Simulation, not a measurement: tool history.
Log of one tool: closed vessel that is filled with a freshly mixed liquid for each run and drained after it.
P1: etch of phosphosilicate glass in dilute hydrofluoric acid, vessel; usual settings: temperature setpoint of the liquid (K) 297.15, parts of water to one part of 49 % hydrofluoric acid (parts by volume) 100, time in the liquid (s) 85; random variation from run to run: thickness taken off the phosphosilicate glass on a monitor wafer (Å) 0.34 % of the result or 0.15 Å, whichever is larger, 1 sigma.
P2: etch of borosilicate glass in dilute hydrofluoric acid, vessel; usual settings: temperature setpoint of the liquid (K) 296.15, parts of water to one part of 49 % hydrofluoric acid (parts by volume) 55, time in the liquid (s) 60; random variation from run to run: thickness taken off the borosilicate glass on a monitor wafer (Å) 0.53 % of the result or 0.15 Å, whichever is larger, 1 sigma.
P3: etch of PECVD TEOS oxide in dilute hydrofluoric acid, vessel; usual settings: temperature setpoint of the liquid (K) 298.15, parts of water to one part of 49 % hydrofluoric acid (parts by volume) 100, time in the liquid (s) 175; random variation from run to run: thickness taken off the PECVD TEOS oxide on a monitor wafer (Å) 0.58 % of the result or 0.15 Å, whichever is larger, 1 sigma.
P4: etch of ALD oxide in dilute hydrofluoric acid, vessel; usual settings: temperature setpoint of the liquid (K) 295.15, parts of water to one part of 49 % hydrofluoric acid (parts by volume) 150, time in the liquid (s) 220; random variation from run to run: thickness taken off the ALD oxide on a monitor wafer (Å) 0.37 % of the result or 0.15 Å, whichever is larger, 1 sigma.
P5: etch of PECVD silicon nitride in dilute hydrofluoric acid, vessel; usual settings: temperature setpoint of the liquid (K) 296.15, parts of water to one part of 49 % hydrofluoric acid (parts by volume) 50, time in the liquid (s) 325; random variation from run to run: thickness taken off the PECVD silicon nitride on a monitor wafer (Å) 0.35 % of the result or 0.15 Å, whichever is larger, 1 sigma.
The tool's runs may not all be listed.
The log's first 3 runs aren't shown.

run	hour	process that ran	temperature setpoint of the liquid (K)	parts of water to one part of 49 % hydrofluoric acid (parts by volume)	time in the liquid (s)	hours since the thermometer was replaced	hours since the hydrofluoric acid flow meter was replaced	thickness taken off the phosphosilicate glass on a monitor wafer (Å)	thickness taken off the borosilicate glass on a monitor wafer (Å)	thickness taken off the ALD oxide on a monitor wafer (Å)	thickness taken off the PECVD silicon nitride on a monitor wafer (Å)	thickness taken off the PECVD TEOS oxide on a monitor wafer (Å)
4	18.5	P4	295.15	270	220	472.6	1307.4			77.997		
5	25.4	P1	297.15	100	125	479.5	1314.3	866.73				
6	30.6	P5	296.15	25	325	484.7	1319.5				602.94	
7	37.1	P2	303.15	55	60	491.2	1326		343.64			
8	42	P1	297.15	185	85	496.1	1330.9	286.87				
9	46.4	P3	290.15	100	175	500.5	1335.3					254.75
10	49.8	P1	297.15	100	35	503.9	1338.7	240.69				
11	55.1	P4	295.15	150	400	509.2	1344			288.68		
12	60.7	P5	299.65	50	325	514.8	1349.6				391.09	
13	63.9	P5	296.15	50	30	518	1352.8				28.781	
14	69.4	P4	295.15	150	220	523.5	1358.3			159.02		
15	76.3	P1	297.15	100	85	530.4	1365.2	585.36				
16	82.1	P3	298.15	100	175	536.2	1371					352.35
17	86.4	P1	297.15	100	85	540.5	1375.3	587.61				
18	92	P5	296.15	50	325	546.1	1380.9				310.06	
19	97.3	P4	295.15	150	220	551.4	1386.2			158.89		
20	101	P2	296.15	55	110	555.1	1389.9		476.59			
21	106.2	P1	297.15	50	85	560.3	1395.1	1244.1				
22	111.9	P1	303.65	100	85	566	1400.8	752.55				
23	117.5	P3	298.15	100	60	571.6	1406.4					121.68
24	122	P3	298.15	175	175	576.1	1410.9					185.35
25	127.7	P1	302.15	175	85	581.8	1416.6	370.61				
26	133.2	P4	290.15	150	220	587.3	1422.1			129.63		

The next listed run, before its measurement:
27	137.9	P1	291.15	100	85	592	1426.8	?				

Run 27 gave thickness taken off the phosphosilicate glass on a monitor wafer (Å) 457.08.

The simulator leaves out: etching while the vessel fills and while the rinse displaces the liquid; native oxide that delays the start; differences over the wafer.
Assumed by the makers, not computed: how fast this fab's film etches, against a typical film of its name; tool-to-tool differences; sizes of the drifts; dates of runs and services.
